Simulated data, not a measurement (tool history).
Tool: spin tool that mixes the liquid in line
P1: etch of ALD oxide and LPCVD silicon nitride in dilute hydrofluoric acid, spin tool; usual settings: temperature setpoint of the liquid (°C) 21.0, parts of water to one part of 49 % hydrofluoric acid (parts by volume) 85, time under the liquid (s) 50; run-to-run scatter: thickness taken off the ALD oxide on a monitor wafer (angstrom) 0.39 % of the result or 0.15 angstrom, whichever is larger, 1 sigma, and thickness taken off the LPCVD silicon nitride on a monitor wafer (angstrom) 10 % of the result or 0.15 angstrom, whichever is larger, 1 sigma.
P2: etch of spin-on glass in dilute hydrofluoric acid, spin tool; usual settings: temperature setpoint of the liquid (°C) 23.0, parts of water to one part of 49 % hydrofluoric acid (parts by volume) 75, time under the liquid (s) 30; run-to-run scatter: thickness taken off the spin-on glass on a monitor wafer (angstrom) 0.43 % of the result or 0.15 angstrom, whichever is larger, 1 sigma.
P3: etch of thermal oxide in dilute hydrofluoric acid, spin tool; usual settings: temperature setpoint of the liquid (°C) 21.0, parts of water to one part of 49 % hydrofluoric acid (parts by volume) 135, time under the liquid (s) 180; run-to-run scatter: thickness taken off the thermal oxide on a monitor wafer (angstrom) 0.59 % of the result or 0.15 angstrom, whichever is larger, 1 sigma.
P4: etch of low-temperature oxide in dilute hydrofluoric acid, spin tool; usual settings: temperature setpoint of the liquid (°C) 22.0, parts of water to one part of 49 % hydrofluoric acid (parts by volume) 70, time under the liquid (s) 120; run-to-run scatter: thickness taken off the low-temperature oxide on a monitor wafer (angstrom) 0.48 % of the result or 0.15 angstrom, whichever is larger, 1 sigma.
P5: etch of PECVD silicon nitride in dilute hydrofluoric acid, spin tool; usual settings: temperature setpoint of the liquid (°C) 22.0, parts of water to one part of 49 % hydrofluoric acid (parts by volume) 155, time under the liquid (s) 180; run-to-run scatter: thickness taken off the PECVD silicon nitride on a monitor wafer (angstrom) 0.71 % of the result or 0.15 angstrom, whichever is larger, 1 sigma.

run,hour,process that ran,temperature setpoint of the liquid (°C),parts of water to one part of 49 % hydrofluoric acid (parts by volume),time under the liquid (s),hours since the thermometer was replaced,hours since the hydrofluoric acid flow meter was replaced,thickness taken off the ALD oxide on a monitor wafer (angstrom),thickness taken off the LPCVD silicon nitride on a monitor wafer (angstrom),thickness taken off the low-temperature oxide on a monitor wafer (angstrom),thickness taken off the thermal oxide on a monitor wafer (angstrom),thickness taken off the spin-on glass on a monitor wafer (angstrom),thickness taken off the PECVD silicon nitride on a monitor wafer (angstrom)
1,12.8,P1,21.0,85,50,509.2,237.2,92.870,2.1459,,,,
2,18.7,P4,22.0,95,120,515.1,243.1,,,180.110,,,
3,25.0,P3,27.0,135,180,521.4,249.4,,,,67.316,,
4,34.7,P1,21.0,120,50,531.1,259.1,63.617,1.3194,,,,
5,42.9,P2,23.0,75,30,539.3,267.3,,,,,198.51,
6,53.1,P3,21.0,135,180,549.5,277.5,,,,53.025,,
7,61.1,P2,23.0,25,30,557.5,285.5,,,,,638.29,
8,73.2,P1,27.0,85,50,569.6,297.6,118.890,4.5613,,,,
9,81.8,P1,21.0,85,50,578.2,306.2,92.988,2.7860,,,,
10,92.3,P4,22.0,70,25,588.7,316.7,,,52.821,,,
11,103.2,P4,22.0,70,120,599.6,327.6,,,252.630,,,
12,112.8,P2,17.0,75,30,609.2,337.2,,,,,155.38,
13,120.7,P1,17.0,85,50,617.1,345.1,78.758,1.7704,,,,
14,128.1,P1,21.0,85,85,624.5,352.5,159.230,4.4261,,,,
15,140.5,P2,23.0,75,60,636.9,364.9,,,,,392.33,
16,149.5,P1,21.0,120,30,645.9,373.9,38.275,1.0279,,,,
17,159.6,P5,17.5,155,180,656.0,384.0,,,,,,20.842
18,166.4,P3,21.0,75,180,662.8,390.8,,,,101.780,,
19,173.6,P1,21.0,85,50,670.0,398.0,93.740,2.2938,,,,
20,184.6,P3,21.0,135,180,681.0,409.0,,,,52.568,,
21,196.7,P1,21.0,85,50,693.1,421.1,93.150,2.8075,,,,
22,203.4,P1,21.0,25,50,699.8,427.8,343.620,9.0873,,,,

Forecast run 23:
23,209.7,P4,17.0,70,120,706.1,434.1,,,?,,,

thickness taken off the low-temperature oxide on a monitor wafer (angstrom): 204.360

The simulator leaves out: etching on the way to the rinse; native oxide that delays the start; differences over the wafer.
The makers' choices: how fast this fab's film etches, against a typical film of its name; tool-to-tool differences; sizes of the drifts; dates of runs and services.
